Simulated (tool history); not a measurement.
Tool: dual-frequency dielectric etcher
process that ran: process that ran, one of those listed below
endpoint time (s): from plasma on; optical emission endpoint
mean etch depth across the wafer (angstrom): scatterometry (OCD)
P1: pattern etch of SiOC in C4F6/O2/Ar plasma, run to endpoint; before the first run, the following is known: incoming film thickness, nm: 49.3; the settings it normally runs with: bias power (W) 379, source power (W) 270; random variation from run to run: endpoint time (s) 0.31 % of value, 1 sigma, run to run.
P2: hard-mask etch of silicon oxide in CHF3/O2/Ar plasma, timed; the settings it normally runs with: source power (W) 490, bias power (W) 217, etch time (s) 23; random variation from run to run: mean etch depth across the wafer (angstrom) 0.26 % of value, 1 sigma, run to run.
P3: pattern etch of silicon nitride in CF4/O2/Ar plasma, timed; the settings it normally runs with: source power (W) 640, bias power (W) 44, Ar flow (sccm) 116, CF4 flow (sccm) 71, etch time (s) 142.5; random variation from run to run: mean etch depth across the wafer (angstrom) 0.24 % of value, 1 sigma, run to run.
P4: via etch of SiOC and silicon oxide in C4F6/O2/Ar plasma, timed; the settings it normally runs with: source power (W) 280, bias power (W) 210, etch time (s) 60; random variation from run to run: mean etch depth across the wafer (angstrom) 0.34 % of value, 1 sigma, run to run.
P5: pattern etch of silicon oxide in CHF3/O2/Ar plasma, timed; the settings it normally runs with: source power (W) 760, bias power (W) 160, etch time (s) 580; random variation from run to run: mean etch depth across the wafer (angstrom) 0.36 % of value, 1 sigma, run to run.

run	hour	process that ran	bias power (W)	source power (W)	etch time (s)	Ar flow (sccm)	CF4 flow (sccm)	hours since the last wet clean	hours since the last bias power generator calibration	hours since the last source power generator calibration	endpoint time (s)	mean etch depth across the wafer (angstrom)
1	7.2	P1	379	270				61.8	959.5	1252.5	21.293	
2	16.9	P1	306	270				71.5	969.2	1262.2	23.029	
3	26	P2	305	490	23			80.6	978.3	1271.3		507.83
4	37.4	P1	379	270				92	989.7	1282.7	21.246	
5	44.3	P1	379	270				98.9	996.6	1289.6	21.384	
# hour 50.5: bias power generator calibrated
6	51.6	P3	60	640	142.5	116	71	106.2	1.2	1296.9		3331.1
7	57.9	P3	44	640	142.5	67	71	112.5	7.5	1303.2		3175.1
8	67.3	P1	246	350				121.9	16.9	1312.6	22.47	
9	78.4	P5	160	760	580			133	28	1323.7		11852
10	90.3	P5	160	760	841.5			144.9	39.9	1335.6		17306
11	101.7	P4	210	280	60			156.3	51.3	1347		630.37
12	113.3	P4	210	280	88			167.9	62.9	1358.6		934.7
13	124.9	P2	217	490	23			179.5	74.5	1370.2		449.16
14	136.3	P2	217	490	29.5			190.9	85.9	1381.6		576.1
15	143.1	P3	44	640	142.5	116	71	197.7	92.7	1388.4		2951.8
16	156.6	P1	476	380				211.2	106.2	1401.9	17.252	
17	163.9	P5	218	760	580			218.5	113.5	1409.2		13202
18	175	P5	160	1000	580			229.6	124.6	1420.3		13137
19	187.1	P5	160	760	580			241.7	136.7	1432.4		11865
20	194.7	P3	44	640	78.5	116	71	249.3	144.3	1440		1619.1
21	203.5	P3	44	640	142.5	116	71	258.1	153.1	1448.8		2951.8
22	216.5	P4	259	280	60			271.1	166.1	1461.8		678.08
23	225.4	P2	217	390	23			280	175	1470.7		413.14
24	233.6	P1	379	270				288.2	183.2	1478.9	21.323	
25	245.3	P1	379	270				299.9	194.9	1490.6	21.261	

For run 26, what comes out?
26	257.9	P3	44	810	142.5	116	71	312.5	207.5	1503.2		?

Run 26 yielded mean etch depth across the wafer (angstrom) 3608.9.
